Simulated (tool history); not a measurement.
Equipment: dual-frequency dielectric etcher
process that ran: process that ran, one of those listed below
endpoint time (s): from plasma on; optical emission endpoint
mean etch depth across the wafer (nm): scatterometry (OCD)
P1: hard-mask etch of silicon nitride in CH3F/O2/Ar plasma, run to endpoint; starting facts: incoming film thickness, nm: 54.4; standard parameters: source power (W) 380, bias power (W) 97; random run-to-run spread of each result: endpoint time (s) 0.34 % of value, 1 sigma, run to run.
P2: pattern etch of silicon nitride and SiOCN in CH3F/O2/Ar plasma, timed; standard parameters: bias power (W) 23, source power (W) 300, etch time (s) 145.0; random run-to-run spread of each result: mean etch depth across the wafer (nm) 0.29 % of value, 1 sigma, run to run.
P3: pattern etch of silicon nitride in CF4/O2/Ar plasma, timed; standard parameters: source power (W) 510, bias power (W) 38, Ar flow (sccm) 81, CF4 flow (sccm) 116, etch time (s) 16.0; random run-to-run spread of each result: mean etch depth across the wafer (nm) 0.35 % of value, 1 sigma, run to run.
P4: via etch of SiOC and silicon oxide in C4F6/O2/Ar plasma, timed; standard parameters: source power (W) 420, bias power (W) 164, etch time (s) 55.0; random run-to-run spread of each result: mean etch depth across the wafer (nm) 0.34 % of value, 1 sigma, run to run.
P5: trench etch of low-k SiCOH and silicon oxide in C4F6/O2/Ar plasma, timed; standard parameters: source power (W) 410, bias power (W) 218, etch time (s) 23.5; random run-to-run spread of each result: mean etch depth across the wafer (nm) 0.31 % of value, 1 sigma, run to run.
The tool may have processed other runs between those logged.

run	day	process that ran	source power (W)	bias power (W)	Ar flow (sccm)	CF4 flow (sccm)	etch time (s)	hours since the last wet clean	hours since the last source power generator calibration	hours since the last bias power generator calibration	endpoint time (s)	mean etch depth across the wafer (nm)
1	0.308	P1	380	97				140.5	517.7	1286.2	73.067	
2	0.650	P3	320	38	81	116	16.0	148.7	525.9	1294.4		19.228
3	1.246	P5	410	218			23.5	163.0	540.2	1308.7		79.916
4	1.825	P2	300	23			145.0	176.9	554.1	1322.6		17.610
5	2.283	P1	470	97				187.9	565.1	1333.6	67.689	
6	2.633	P1	290	97				196.3	573.5	1342.0	80.444	
7	3.262	P2	300	23			145.0	211.4	588.6	1357.1		17.481
8	3.738	P1	380	132				222.8	600.0	1368.5	64.679	
9	4.312	P2	300	16			145.0	236.6	613.8	1382.3		14.992
10	4.788	P5	260	218			23.5	248.0	625.2	1393.7		67.422
11	5.217	P4	420	164			35.0	258.3	635.5	1404.0		38.913
12	5.667	P3	510	38	81	116	21.0	269.1	646.3	1414.8		38.416
13	6.250	P5	410	166			23.5	283.1	660.3	1428.8		73.304
14	6.558	P2	410	23			145.0	290.5	667.7	1436.2		19.556
15	7.117	P3	510	38	81	78	16.0	303.9	681.1	1449.6		27.801
16	7.475	P3	510	38	81	116	16.0	312.5	689.7	1458.2		29.098
17	7.950	P4	420	164			55.0	323.9	701.1	1469.6		61.001
18	8.338	P2	300	23			182.0	333.2	710.4	1478.9		22.052
19	8.817	P4	420	118			55.0	344.7	721.9	1490.4		55.682
20	9.317	P1	380	97				356.7	733.9	1502.4	73.090	

Run 21 comes next. What will it give?
21	9.646	P5	410	218			23.5	364.6	741.8	1510.3		?

{"run 21": {"mean etch depth across the wafer (nm)": 79.592}}

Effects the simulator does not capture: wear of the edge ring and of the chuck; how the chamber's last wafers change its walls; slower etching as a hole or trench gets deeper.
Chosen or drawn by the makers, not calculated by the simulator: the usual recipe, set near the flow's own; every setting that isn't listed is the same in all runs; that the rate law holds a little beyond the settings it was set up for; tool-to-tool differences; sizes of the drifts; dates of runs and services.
